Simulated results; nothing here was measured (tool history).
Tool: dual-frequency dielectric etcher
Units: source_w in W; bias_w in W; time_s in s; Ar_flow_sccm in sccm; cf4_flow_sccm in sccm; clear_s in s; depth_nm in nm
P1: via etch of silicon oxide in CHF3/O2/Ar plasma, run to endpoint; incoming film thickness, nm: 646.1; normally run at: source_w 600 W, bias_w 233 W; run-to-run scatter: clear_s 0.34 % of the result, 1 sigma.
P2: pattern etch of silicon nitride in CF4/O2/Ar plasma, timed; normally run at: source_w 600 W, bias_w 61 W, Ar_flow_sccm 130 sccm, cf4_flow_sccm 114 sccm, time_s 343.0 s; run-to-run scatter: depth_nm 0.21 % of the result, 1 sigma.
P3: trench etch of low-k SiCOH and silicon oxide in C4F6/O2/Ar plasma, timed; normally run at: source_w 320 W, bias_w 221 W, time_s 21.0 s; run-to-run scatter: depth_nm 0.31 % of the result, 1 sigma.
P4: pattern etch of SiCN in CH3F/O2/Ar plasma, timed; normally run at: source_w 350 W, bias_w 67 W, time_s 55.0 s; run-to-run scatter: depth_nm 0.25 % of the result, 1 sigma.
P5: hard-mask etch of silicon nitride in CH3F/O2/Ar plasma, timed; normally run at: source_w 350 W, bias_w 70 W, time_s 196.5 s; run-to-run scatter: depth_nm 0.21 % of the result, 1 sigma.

| run | hour | process | source_w | bias_w | time_s | Ar_flow_sccm | cf4_flow_sccm | hours since the last wet clean | hours since the last source power generator calibration | hours since the last bias power generator calibration | clear_s | depth_nm |
|---|---|---|---|---|---|---|---|---|---|---|---|---|
| 1 | 9.3 | P1 | 600 | 233 |  |  |  | 257.0 | 905.7 | 922.6 | 305.23 |  |
| 2 | 22.0 | P4 | 350 | 67 | 55.0 |  |  | 269.7 | 918.4 | 935.3 |  | 19.353 |
| 3 | 28.4 | P5 | 350 | 70 | 196.5 |  |  | 276.1 | 924.8 | 941.7 |  | 132.320 |
| 4 | 39.4 | P1 | 410 | 192 |  |  |  | 287.1 | 935.8 | 952.7 | 377.11 |  |
| 5 | 50.6 | P4 | 350 | 67 | 55.0 |  |  | 298.3 | 947.0 | 963.9 |  | 19.339 |
| 6 | 58.6 | P2 | 600 | 61 | 343.0 | 130 | 114 | 306.3 | 955.0 | 971.9 |  | 842.580 |
| 7 | 65.5 | P2 | 600 | 42 | 343.0 | 130 | 114 | 313.2 | 961.9 | 978.8 |  | 734.910 |
| 8 | 77.9 | P3 | 380 | 221 | 21.0 |  |  | 325.6 | 974.3 | 991.2 |  | 65.453 |
| 9 | 87.7 | P1 | 600 | 169 |  |  |  | 335.4 | 984.1 | 1001.0 | 338.25 |  |
| 10 | 93.6 | P3 | 320 | 147 | 21.0 |  |  | 341.3 | 990.0 | 1006.9 |  | 53.749 |
| 11 | 104.0 | P2 | 600 | 61 | 494.5 | 130 | 114 | 351.7 | 1000.4 | 1017.3 |  | 1215.400 |
| 12 | 114.0 | P4 | 350 | 48 | 55.0 |  |  | 361.7 | 1010.4 | 1027.3 |  | 17.192 |
| 13 | 125.0 | P4 | 240 | 67 | 55.0 |  |  | 372.7 | 1021.4 | 1038.3 |  | 16.808 |
| 14 | 137.0 | P2 | 600 | 61 | 343.0 | 130 | 114 | 384.7 | 1033.4 | 1050.3 |  | 845.460 |
| 15 | 149.4 | P3 | 320 | 221 | 21.0 |  |  | 397.1 | 1045.8 | 1062.7 |  | 61.314 |
| 16 | 155.9 | P5 | 350 | 94 | 196.5 |  |  | 403.6 | 1052.3 | 1069.2 |  | 146.590 |
| 17 | 162.6 | P5 | 350 | 70 | 108.0 |  |  | 410.3 | 1059.0 | 1075.9 |  | 72.647 |
| 18 | 169.9 | P4 | 350 | 67 | 37.5 |  |  | 417.6 | 1066.3 | 1083.2 |  | 13.204 |
| 19 | 176.0 | P3 | 320 | 221 | 21.0 |  |  | 423.7 | 1072.4 | 1089.3 |  | 61.449 |
| 20 | 183.4 | P1 | 600 | 233 |  |  |  | 431.1 | 1079.8 | 1096.7 | 304.84 |  |
| 21 | 192.4 | P1 | 720 | 233 |  |  |  | 440.1 | 1088.8 | 1105.7 | 283.89 |  |
| 22 | 204.2 | P5 | 350 | 70 | 196.5 |  |  | 451.9 | 1100.6 | 1117.5 |  | 132.290 |
| 23 | 210.4 | P1 | 600 | 303 |  |  |  | 458.1 | 1106.8 | 1123.7 | 276.95 |  |
|  | 215.9 | bias power generator calibrated |
| 24 | 222.5 | P1 | 600 | 233 |  |  |  | 470.2 | 1118.9 | 6.7 | 303.00 |  |
| 25 | 231.3 | P2 | 600 | 61 | 343.0 | 180 | 114 | 479.0 | 1127.7 | 15.5 |  | 812.300 |
| 26 | 243.4 | P3 | 320 | 221 | 30.0 |  |  | 491.1 | 1139.8 | 27.6 |  | 87.355 |
| 27 | 250.8 | P2 | 600 | 61 | 343.0 | 130 | 93 | 498.5 | 1147.2 | 35.0 |  | 825.300 |
|  | 259.0 | wet clean of the chamber |
| 28 | 261.8 | P5 | 270 | 70 | 196.5 |  |  | 2.9 | 1158.2 | 46.0 |  | 120.090 |
| 29 | 272.8 | P1 | 600 | 233 |  |  |  | 13.9 | 1169.2 | 57.0 | 304.63 |  |
| 30 | 282.7 | P2 | 440 | 61 | 343.0 | 130 | 114 | 23.8 | 1179.1 | 66.9 |  | 647.800 |
| 31 | 288.6 | P1 | 390 | 233 |  |  |  | 29.7 | 1185.0 | 72.8 | 358.00 |  |
| 32 | 301.0 | P1 | 600 | 233 |  |  |  | 42.1 | 1197.4 | 85.2 | 305.18 |  |
| 33 | 307.9 | P1 | 600 | 233 |  |  |  | 49.0 | 1204.3 | 92.1 | 303.65 |  |
| 34 | 314.9 | P1 | 600 | 233 |  |  |  | 56.0 | 1211.3 | 99.1 | 302.19 |  |
| 35 | 322.1 | P1 | 600 | 233 |  |  |  | 63.2 | 1218.5 | 106.3 | 301.77 |  |
| 36 | 330.4 | P1 | 600 | 233 |  |  |  | 71.5 | 1226.8 | 114.6 | 300.00 |  |
| 37 | 339.5 | P1 | 600 | 233 |  |  |  | 80.6 | 1235.9 | 123.7 | 298.96 |  |
| 38 | 352.0 | P1 | 600 | 233 |  |  |  | 93.1 | 1248.4 | 136.2 | 299.84 |  |
|  | 353.6 | wet clean of the chamber |
| 39 | 363.4 | P1 | 600 | 233 |  |  |  | 9.9 | 1259.8 | 147.6 | 297.97 |  |
| 40 | 375.7 | P1 | 600 | 233 |  |  |  | 22.2 | 1272.1 | 159.9 | 299.75 |  |
| 41 | 387.0 | P1 | 600 | 233 |  |  |  | 33.5 | 1283.4 | 171.2 | 299.40 |  |
| 42 | 394.2 | P1 | 600 | 233 |  |  |  | 40.7 | 1290.6 | 178.4 | 300.66 |  |

What P1 gives has crept away from where it was. These 2 causes fit the log equally well, each at the size given:
A: source power that arrives over what is set, % = 4.59
B: bias power that arrives over what is set, % = 4.89
The creep began at about hour 301.0.
Why every other cause is out:
chamber walls in a state that raises the etch rate, %: serviced at hour 353.6, which brought nothing back

4 check runs are offered, one wafer each, their results left as question marks. Which one tells the causes apart?
| check 1 | 401.4 | P4 | 260 | 67 | 55.0 |  |  |  |  |  |  | ? |
| check 2 | 401.4 | P5 | 350 | 92 | 115.5 |  |  |  |  |  |  | ? |
| check 3 | 401.4 | P2 | 600 | 42 | 343.0 | 130 | 114 |  |  |  |  | ? |
| check 4 | 401.4 | P3 | 320 | 177 | 21.0 |  |  |  |  |  |  | ? |

What each check would give under each cause:
| check | result | if A | if B |
|---|---|---|---|
| check 1 | depth_nm | 17.561 | 17.568 |
| check 2 | depth_nm | 87.067 | 87.133 |
| check 3 | depth_nm | 765.140 | 748.530 |
| check 4 | depth_nm | 57.994 | 57.874 |
How far apart the two closest causes lie, in the result that separates them most: check 1 0.04 %; check 2 0.08 %; check 3 2.19 %; check 4 0.21 %
Only check 3 tells the causes apart: in the others they would give nearly the same result.

Then check 3 was run and gave: depth_nm 747.040 nm. Which cause is it?

It is B: bias power that arrives over what is set, %.
